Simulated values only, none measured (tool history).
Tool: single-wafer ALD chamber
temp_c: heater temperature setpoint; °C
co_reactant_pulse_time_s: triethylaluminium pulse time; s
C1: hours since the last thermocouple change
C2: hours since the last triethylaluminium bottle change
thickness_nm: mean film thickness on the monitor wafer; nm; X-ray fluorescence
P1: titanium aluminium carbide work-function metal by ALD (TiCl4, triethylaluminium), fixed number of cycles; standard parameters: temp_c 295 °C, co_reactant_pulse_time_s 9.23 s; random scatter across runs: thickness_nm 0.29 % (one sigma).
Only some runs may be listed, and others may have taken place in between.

Run 1, day 0.442: temp_c 295 °C, co_reactant_pulse_time_s 9.23 s; C1 162.4; C2 199.1. Result: thickness_nm 1.9649 nm.
Run 2, day 0.846: temp_c 295 °C, co_reactant_pulse_time_s 5.15 s; C1 172.1; C2 208.8. Result: thickness_nm 1.6910 nm.
Run 3, day 1.408: temp_c 295 °C, co_reactant_pulse_time_s 9.23 s; C1 185.6; C2 222.3. Result: thickness_nm 1.9611 nm.
Run 4, day 1.742: temp_c 295 °C, co_reactant_pulse_time_s 9.23 s; C1 193.6; C2 230.3. Result: thickness_nm 1.9577 nm.
Run 5, day 2.000: temp_c 314 °C, co_reactant_pulse_time_s 4.03 s; C1 199.8; C2 236.5. Result: thickness_nm 1.6734 nm.
Run 6, day 2.346: temp_c 320 °C, co_reactant_pulse_time_s 9.23 s; C1 208.1; C2 244.8. Result: thickness_nm 2.1581 nm.
Run 7, day 2.646: temp_c 295 °C, co_reactant_pulse_time_s 9.23 s; C1 215.3; C2 252.0. Result: thickness_nm 1.9500 nm.
Run 8, day 2.996: temp_c 295 °C, co_reactant_pulse_time_s 12.57 s; C1 223.7; C2 260.4. Result: thickness_nm 2.0139 nm.
Run 9, day 3.308: temp_c 273 °C, co_reactant_pulse_time_s 9.23 s; C1 231.2; C2 267.9. Result: thickness_nm 1.7593 nm.
Run 10, day 3.771: temp_c 295 °C, co_reactant_pulse_time_s 9.23 s; C1 242.3; C2 279.0. Result: thickness_nm 1.9595 nm.
Run 11, day 4.121: temp_c 295 °C, co_reactant_pulse_time_s 9.23 s; C1 250.7; C2 287.4. Result: thickness_nm 1.9329 nm.
Run 12, day 4.638: temp_c 295 °C, co_reactant_pulse_time_s 9.23 s; C1 263.1; C2 299.8. Result: thickness_nm 1.9296 nm.
Run 13, day 5.067: temp_c 295 °C, co_reactant_pulse_time_s 9.23 s; C1 273.4; C2 310.1. Result: thickness_nm 1.9220 nm.
Run 14, day 5.396: temp_c 295 °C, co_reactant_pulse_time_s 9.23 s; C1 281.3; C2 318.0. Result: thickness_nm 1.9227 nm.
Run 15, day 5.775: temp_c 295 °C, co_reactant_pulse_time_s 9.23 s; C1 290.4; C2 327.1. Result: thickness_nm 1.9200 nm.
Run 16, day 6.192: temp_c 295 °C, co_reactant_pulse_time_s 9.23 s; C1 300.4; C2 337.1. Result: thickness_nm 1.9211 nm.
Run 17, day 6.438: temp_c 295 °C, co_reactant_pulse_time_s 9.23 s; C1 306.3; C2 343.0. Result: thickness_nm 1.9124 nm.
Run 18, day 6.754: temp_c 295 °C, co_reactant_pulse_time_s 9.23 s; C1 313.9; C2 350.6. Result: thickness_nm 1.9067 nm.
Run 19, day 7.229: temp_c 295 °C, co_reactant_pulse_time_s 9.23 s; C1 325.3; C2 362.0. Result: thickness_nm 1.9160 nm.
Run 20, day 7.792: temp_c 295 °C, co_reactant_pulse_time_s 9.23 s; C1 338.8; C2 375.5. Result: thickness_nm 1.9115 nm.

Compared with where it was, what P1 gives has crept away. Each cause listed below fits the log as well as the rest, at the size given for it:
A: triethylaluminium dose below that of a fresh bottle (%) = 13.4
B: wafer temperature below the value expected at the setpoint (K) = 5.24
The drift started at roughly day 3.771.

The check runs listed below each take one wafer, and their results are still question marks. Under which run would the listed causes lead to clearly different results?
Run check 1, day 8.354: temp_c 304 °C, co_reactant_pulse_time_s 5.57 s. Result: thickness_nm ?.
Run check 2, day 8.354: temp_c 277 °C, co_reactant_pulse_time_s 9.23 s. Result: thickness_nm ?.
Run check 3, day 8.354: temp_c 309 °C, co_reactant_pulse_time_s 9.23 s. Result: thickness_nm ?.
Run check 4, day 8.354: temp_c 318 °C, co_reactant_pulse_time_s 9.23 s. Result: thickness_nm ?.

What each check would give under each cause:
  check        result    if A    if B
check 1  thickness_nm  1.7213  1.7721
check 2  thickness_nm  1.7616  1.7587
check 3  thickness_nm  2.0316  2.0337
check 4  thickness_nm  2.1089  2.1124
Smallest distance between any two causes, each pair judged by its most separating result, in per cent: check 1 2.9 %; check 2 0.17 %; check 3 0.1 %; check 4 0.17 %
Check 1 is the one run that separates the causes; every other check would come out nearly the same whichever cause is at work.

With check 1 done, the readings were: thickness_nm 1.7279 nm. Identify which of the listed causes applies.

The correct cause is A, namely: triethylaluminium dose below that of a fresh bottle (%).
